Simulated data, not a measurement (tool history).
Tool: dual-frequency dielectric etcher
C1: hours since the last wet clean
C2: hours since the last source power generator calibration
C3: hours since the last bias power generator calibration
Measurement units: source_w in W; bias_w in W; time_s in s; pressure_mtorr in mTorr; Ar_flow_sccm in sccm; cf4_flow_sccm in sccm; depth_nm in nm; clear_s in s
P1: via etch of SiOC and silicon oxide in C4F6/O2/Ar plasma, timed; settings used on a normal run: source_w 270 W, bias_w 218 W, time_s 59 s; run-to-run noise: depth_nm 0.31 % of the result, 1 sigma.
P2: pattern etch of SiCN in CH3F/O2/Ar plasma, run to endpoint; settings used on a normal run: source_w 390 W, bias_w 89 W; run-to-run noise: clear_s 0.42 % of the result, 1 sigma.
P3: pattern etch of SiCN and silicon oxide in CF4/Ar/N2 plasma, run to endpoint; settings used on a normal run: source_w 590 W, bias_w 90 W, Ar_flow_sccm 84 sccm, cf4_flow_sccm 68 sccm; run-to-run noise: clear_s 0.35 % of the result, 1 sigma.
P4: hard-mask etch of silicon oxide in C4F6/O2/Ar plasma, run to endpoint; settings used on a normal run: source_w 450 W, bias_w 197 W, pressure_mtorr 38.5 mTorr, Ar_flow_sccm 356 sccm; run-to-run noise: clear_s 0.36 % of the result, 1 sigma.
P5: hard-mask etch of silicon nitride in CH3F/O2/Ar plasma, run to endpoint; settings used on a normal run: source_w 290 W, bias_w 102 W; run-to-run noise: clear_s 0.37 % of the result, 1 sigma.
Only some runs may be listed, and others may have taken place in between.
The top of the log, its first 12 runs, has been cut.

{"run": 13, "hour": 109.8, "process": "P1", "source_w": 270, "bias_w": 218, "time_s": 59, "C1": 390.2, "C2": 957.3, "C3": 763.5, "depth_nm": 62.167}
{"run": 14, "hour": 118.6, "process": "P1", "source_w": 170, "bias_w": 218, "time_s": 40.5, "C1": 399, "C2": 966.1, "C3": 772.3, "depth_nm": 35.791}
{"run": 15, "hour": 126.8, "process": "P5", "source_w": 290, "bias_w": 102, "C1": 407.2, "C2": 974.3, "C3": 780.5, "clear_s": 69.877}
{"run": 16, "hour": 134.5, "process": "P5", "source_w": 370, "bias_w": 102, "C1": 414.9, "C2": 982, "C3": 788.2, "clear_s": 63.397}
{"run": 17, "hour": 146.1, "process": "P3", "source_w": 590, "bias_w": 90, "Ar_flow_sccm": 84, "cf4_flow_sccm": 68, "C1": 426.5, "C2": 993.6, "C3": 799.8, "clear_s": 13.08}
{"run": 18, "hour": 156.3, "process": "P1", "source_w": 270, "bias_w": 174, "time_s": 59, "C1": 436.7, "C2": 1003.8, "C3": 810, "depth_nm": 57.613}
{"run": 19, "hour": 163.3, "process": "P3", "source_w": 590, "bias_w": 90, "Ar_flow_sccm": 84, "cf4_flow_sccm": 68, "C1": 443.7, "C2": 1010.8, "C3": 817, "clear_s": 12.954}
{"run": 20, "hour": 172.6, "process": "P3", "source_w": 470, "bias_w": 90, "Ar_flow_sccm": 84, "cf4_flow_sccm": 68, "C1": 453, "C2": 1020.1, "C3": 826.3, "clear_s": 15.781}
{"run": 21, "hour": 184.5, "process": "P3", "source_w": 590, "bias_w": 55, "Ar_flow_sccm": 84, "cf4_flow_sccm": 68, "C1": 464.9, "C2": 1032, "C3": 838.2, "clear_s": 15.217}
{"run": 22, "hour": 192.1, "process": "P4", "source_w": 450, "bias_w": 131, "pressure_mtorr": 38.5, "Ar_flow_sccm": 356, "C1": 472.5, "C2": 1039.6, "C3": 845.8, "clear_s": 87.291}
{"run": 23, "hour": 199.0, "process": "P1", "source_w": 270, "bias_w": 218, "time_s": 59, "C1": 479.4, "C2": 1046.5, "C3": 852.7, "depth_nm": 61.867}
{"run": 24, "hour": 211.0, "process": "P4", "source_w": 450, "bias_w": 197, "pressure_mtorr": 38.5, "Ar_flow_sccm": 356, "C1": 491.4, "C2": 1058.5, "C3": 864.7, "clear_s": 77.847}
{"run": 25, "hour": 216.7, "process": "P5", "source_w": 290, "bias_w": 139, "C1": 497.1, "C2": 1064.2, "C3": 870.4, "clear_s": 61.93}
{"run": 26, "hour": 229.1, "process": "P3", "source_w": 590, "bias_w": 90, "Ar_flow_sccm": 84, "cf4_flow_sccm": 53, "C1": 509.5, "C2": 1076.6, "C3": 882.8, "clear_s": 13.41}
{"run": 27, "hour": 238.2, "process": "P2", "source_w": 390, "bias_w": 72, "C1": 518.6, "C2": 1085.7, "C3": 891.9, "clear_s": 24.689}
{"run": 28, "hour": 245.3, "process": "P2", "source_w": 510, "bias_w": 89, "C1": 525.7, "C2": 1092.8, "C3": 899, "clear_s": 20.812}
{"run": 29, "hour": 255.6, "process": "P1", "source_w": 270, "bias_w": 218, "time_s": 83.5, "C1": 536, "C2": 1103.1, "C3": 909.3, "depth_nm": 87.955}
{"run": 30, "hour": 266.7, "process": "P1", "source_w": 270, "bias_w": 264, "time_s": 59, "C1": 547.1, "C2": 1114.2, "C3": 920.4, "depth_nm": 66.159}
{"run": 31, "hour": 275.4, "process": "P1", "source_w": 270, "bias_w": 218, "time_s": 59, "C1": 555.8, "C2": 1122.9, "C3": 929.1, "depth_nm": 62.046}
{"run": 32, "hour": 281.2, "process": "P1", "source_w": 270, "bias_w": 218, "time_s": 59, "C1": 561.6, "C2": 1128.7, "C3": 934.9, "depth_nm": 62.229}
{"run": 33, "hour": 291.1, "process": "P1", "source_w": 270, "bias_w": 218, "time_s": 59, "C1": 571.5, "C2": 1138.6, "C3": 944.8, "depth_nm": 62.333}
{"run": 34, "hour": 299.8, "process": "P1", "source_w": 270, "bias_w": 218, "time_s": 59, "C1": 580.2, "C2": 1147.3, "C3": 953.5, "depth_nm": 62.597}
{"run": 35, "hour": 310.6, "process": "P1", "source_w": 270, "bias_w": 218, "time_s": 59, "C1": 591, "C2": 1158.1, "C3": 964.3, "depth_nm": 62.667}
{"run": 36, "hour": 318.3, "process": "P1", "source_w": 270, "bias_w": 218, "time_s": 59, "C1": 598.7, "C2": 1165.8, "C3": 972, "depth_nm": 63.282}
{"run": 37, "hour": 326.1, "process": "P1", "source_w": 270, "bias_w": 218, "time_s": 59, "C1": 606.5, "C2": 1173.6, "C3": 979.8, "depth_nm": 63.028}

Run 38, settings as shown, results not yet in. Your forecast:
{"run": 38, "hour": 332.3, "process": "P1", "source_w": 270, "bias_w": 218, "time_s": 59, "C1": 612.7, "C2": 1179.8, "C3": 986, "depth_nm": "?"}

depth_nm: 63.078 nm
